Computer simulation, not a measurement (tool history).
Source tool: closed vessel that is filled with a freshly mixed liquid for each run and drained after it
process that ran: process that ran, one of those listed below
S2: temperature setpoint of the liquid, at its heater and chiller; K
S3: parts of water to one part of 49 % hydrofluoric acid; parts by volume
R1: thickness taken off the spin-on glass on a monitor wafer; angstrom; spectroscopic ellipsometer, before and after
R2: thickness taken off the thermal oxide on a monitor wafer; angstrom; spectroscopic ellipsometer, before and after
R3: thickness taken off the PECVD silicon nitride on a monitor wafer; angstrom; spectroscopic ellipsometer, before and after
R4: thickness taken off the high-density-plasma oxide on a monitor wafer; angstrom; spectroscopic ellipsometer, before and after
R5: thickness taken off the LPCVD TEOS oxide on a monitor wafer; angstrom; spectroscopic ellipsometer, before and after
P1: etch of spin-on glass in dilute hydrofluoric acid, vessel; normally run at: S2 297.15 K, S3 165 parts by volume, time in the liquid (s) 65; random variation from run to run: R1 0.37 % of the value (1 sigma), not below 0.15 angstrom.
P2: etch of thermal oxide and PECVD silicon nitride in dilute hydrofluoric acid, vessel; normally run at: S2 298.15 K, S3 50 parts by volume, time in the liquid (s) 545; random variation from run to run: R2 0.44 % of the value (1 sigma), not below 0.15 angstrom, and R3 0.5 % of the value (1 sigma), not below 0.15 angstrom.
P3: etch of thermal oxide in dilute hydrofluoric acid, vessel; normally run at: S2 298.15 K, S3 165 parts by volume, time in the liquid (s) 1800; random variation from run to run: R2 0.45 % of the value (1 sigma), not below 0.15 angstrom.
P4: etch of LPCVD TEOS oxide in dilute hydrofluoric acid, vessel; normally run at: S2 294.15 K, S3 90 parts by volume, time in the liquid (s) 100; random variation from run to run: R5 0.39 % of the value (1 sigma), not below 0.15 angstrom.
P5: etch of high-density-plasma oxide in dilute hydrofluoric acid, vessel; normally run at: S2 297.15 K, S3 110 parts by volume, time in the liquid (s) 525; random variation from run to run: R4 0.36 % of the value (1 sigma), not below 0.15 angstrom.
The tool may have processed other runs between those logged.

{"run": 1, "hour": 8.5, "process that ran": "P1", "S2": 297.15, "S3": 165, "time in the liquid (s)": 65, "R1": 92.364}
{"run": 2, "hour": 22.3, "process that ran": "P1", "S2": 297.15, "S3": 45, "time in the liquid (s)": 65, "R1": 392.5}
{"run": 3, "hour": 29.8, "process that ran": "P3", "S2": 293.65, "S3": 165, "time in the liquid (s)": 1800, "R2": 420.31}
{"run": 4, "hour": 43.0, "process that ran": "P2", "S2": 298.15, "S3": 50, "time in the liquid (s)": 545, "R2": 549.08, "R3": 520.23}
{"run": 5, "hour": 58.4, "process that ran": "P5", "S2": 297.15, "S3": 110, "time in the liquid (s)": 525, "R4": 313.88}
{"run": 6, "hour": 66.2, "process that ran": "P3", "S2": 298.15, "S3": 165, "time in the liquid (s)": 30, "R2": 8.2671}
{"run": 7, "hour": 78.5, "process that ran": "P2", "S2": 303.65, "S3": 50, "time in the liquid (s)": 545, "R2": 687.95, "R3": 743.24}
{"run": 8, "hour": 92.4, "process that ran": "P4", "S2": 294.15, "S3": 90, "time in the liquid (s)": 50, "R5": 205.43}
{"run": 9, "hour": 104.5, "process that ran": "P4", "S2": 294.15, "S3": 90, "time in the liquid (s)": 100, "R5": 408.23}
{"run": 10, "hour": 114.6, "process that ran": "P1", "S2": 297.15, "S3": 235, "time in the liquid (s)": 65, "R1": 60.377}
{"run": 11, "hour": 127.3, "process that ran": "P3", "S2": 298.15, "S3": 165, "time in the liquid (s)": 1800, "R2": 498.61}
{"run": 12, "hour": 139.7, "process that ran": "P2", "S2": 298.15, "S3": 80, "time in the liquid (s)": 545, "R2": 328.72, "R3": 325.12}
{"run": 13, "hour": 147.0, "process that ran": "P4", "S2": 300.15, "S3": 90, "time in the liquid (s)": 100, "R5": 522.44}
{"run": 14, "hour": 162.8, "process that ran": "P5", "S2": 297.15, "S3": 110, "time in the liquid (s)": 525, "R4": 315.77}
{"run": 15, "hour": 175.1, "process that ran": "P1", "S2": 290.15, "S3": 165, "time in the liquid (s)": 65, "R1": 70.433}
{"run": 16, "hour": 189.2, "process that ran": "P1", "S2": 297.15, "S3": 280, "time in the liquid (s)": 35, "R1": 26.036}
{"run": 17, "hour": 199.4, "process that ran": "P4", "S2": 294.15, "S3": 45, "time in the liquid (s)": 100, "R5": 866.87}
{"run": 18, "hour": 210.1, "process that ran": "P1", "S2": 297.15, "S3": 165, "time in the liquid (s)": 65, "R1": 92.492}
{"run": 19, "hour": 219.0, "process that ran": "P1", "S2": 297.15, "S3": 165, "time in the liquid (s)": 120, "R1": 171.4}
{"run": 20, "hour": 230.5, "process that ran": "P5", "S2": 297.15, "S3": 185, "time in the liquid (s)": 525, "R4": 171.99}
{"run": 21, "hour": 245.9, "process that ran": "P1", "S2": 297.15, "S3": 165, "time in the liquid (s)": 65, "R1": 92.676}
{"run": 22, "hour": 261.9, "process that ran": "P3", "S2": 298.15, "S3": 295, "time in the liquid (s)": 1800, "R2": 242.93}
{"run": 23, "hour": 274.9, "process that ran": "P1", "S2": 297.15, "S3": 165, "time in the liquid (s)": 30, "R1": 42.67}
{"run": 24, "hour": 284.5, "process that ran": "P1", "S2": 302.65, "S3": 165, "time in the liquid (s)": 65, "R1": 114.02}
{"run": 25, "hour": 293.2, "process that ran": "P5", "S2": 293.15, "S3": 110, "time in the liquid (s)": 525, "R4": 268.79}
{"run": 26, "hour": 300.1, "process that ran": "P4", "S2": 294.15, "S3": 90, "time in the liquid (s)": 100, "R5": 412.51}
{"run": 27, "hour": 310.5, "process that ran": "P2", "S2": 298.15, "S3": 50, "time in the liquid (s)": 1035, "R2": 1043.1, "R3": 980.04}
{"run": 28, "hour": 324.8, "process that ran": "P5", "S2": 297.15, "S3": 110, "time in the liquid (s)": 1045, "R4": 622.45}
{"run": 29, "hour": 337.7, "process that ran": "P2", "S2": 298.15, "S3": 50, "time in the liquid (s)": 545, "R2": 549.1, "R3": 518.21}
{"run": 30, "hour": 353.5, "process that ran": "P1", "S2": 301.15, "S3": 280, "time in the liquid (s)": 65, "R1": 55.498}
{"run": 31, "hour": 362.4, "process that ran": "P1", "S2": 297.15, "S3": 165, "time in the liquid (s)": 65, "R1": 92.893}
{"run": 32, "hour": 377.0, "process that ran": "P1", "S2": 297.15, "S3": 245, "time in the liquid (s)": 30, "R1": 26.3}
{"run": 33, "hour": 392.6, "process that ran": "P1", "S2": 297.15, "S3": 165, "time in the liquid (s)": 65, "R1": 92.63}
{"run": 34, "hour": 400.9, "process that ran": "P1", "S2": 297.15, "S3": 165, "time in the liquid (s)": 65, "R1": 90.999}
{"run": 35, "hour": 409.3, "process that ran": "P1", "S2": 297.15, "S3": 165, "time in the liquid (s)": 65, "R1": 88.87}
{"run": 36, "hour": 425.1, "process that ran": "P1", "S2": 297.15, "S3": 165, "time in the liquid (s)": 65, "R1": 87.342}
{"run": 37, "hour": 437.4, "process that ran": "P1", "S2": 297.15, "S3": 165, "time in the liquid (s)": 65, "R1": 86.356}
{"run": 38, "hour": 450.1, "process that ran": "P1", "S2": 297.15, "S3": 165, "time in the liquid (s)": 65, "R1": 85.477}
{"run": 39, "hour": 465.0, "process that ran": "P1", "S2": 297.15, "S3": 165, "time in the liquid (s)": 65, "R1": 85.26}
{"run": 40, "hour": 478.8, "process that ran": "P1", "S2": 297.15, "S3": 165, "time in the liquid (s)": 65, "R1": 84.904}
{"run": 41, "hour": 489.2, "process that ran": "P1", "S2": 297.15, "S3": 165, "time in the liquid (s)": 65, "R1": 85.226}

The output of P1 has drifted from where it used to be. Each of the 2 causes below, taken at the size shown beside it, accounts for the log equally well:
A: liquid colder than its thermometer reads (K) = 2.18
B: hydrofluoric acid flow below the setpoint (%) = 6.76
At approximately hour 392.6, the process output began to creep.

Below are 4 check runs, each on a single wafer, with their results shown as question marks. Which of them would tell the listed causes apart, meaning the causes would give clearly different results under it?
{"run": "check 1", "hour": 499.6, "process that ran": "P2", "S2": 298.15, "S3": 50, "time in the liquid (s)": 775, "R2": "?", "R3": "?"}
{"run": "check 2", "hour": 499.6, "process that ran": "P3", "S2": 298.15, "S3": 240, "time in the liquid (s)": 530, "R2": "?"}
{"run": "check 3", "hour": 499.6, "process that ran": "P4", "S2": 297.15, "S3": 90, "time in the liquid (s)": 100, "R5": "?"}
{"run": "check 4", "hour": 499.6, "process that ran": "P5", "S2": 297.15, "S3": 175, "time in the liquid (s)": 820, "R4": "?"}

Predicted outcomes, by check and by cause:
check=check_1 result=R2 if_A=714.6300 if_B=725.2600
check=check_1 result=R3 if_A=637.85 if_B=689.84
check=check_2 result=R2 if_A=86.1840 if_B=85.3660
check=check_3 result=R5 if_A=425.03 if_B=429.18
check=check_4 result=R4 if_A=263.72 if_B=263.43
How far apart the two closest causes lie, in the result that separates them most: check 1 7.84 %; check 2 0.95 %; check 3 0.97 %; check 4 0.11 %
Only check 1 tells the causes apart: in the others they would give nearly the same result.

Check 1 was then run and gave: R2 723.5100 angstrom; R3 691.26 angstrom. Which cause is it?

It is B: hydrofluoric acid flow below the setpoint (%).
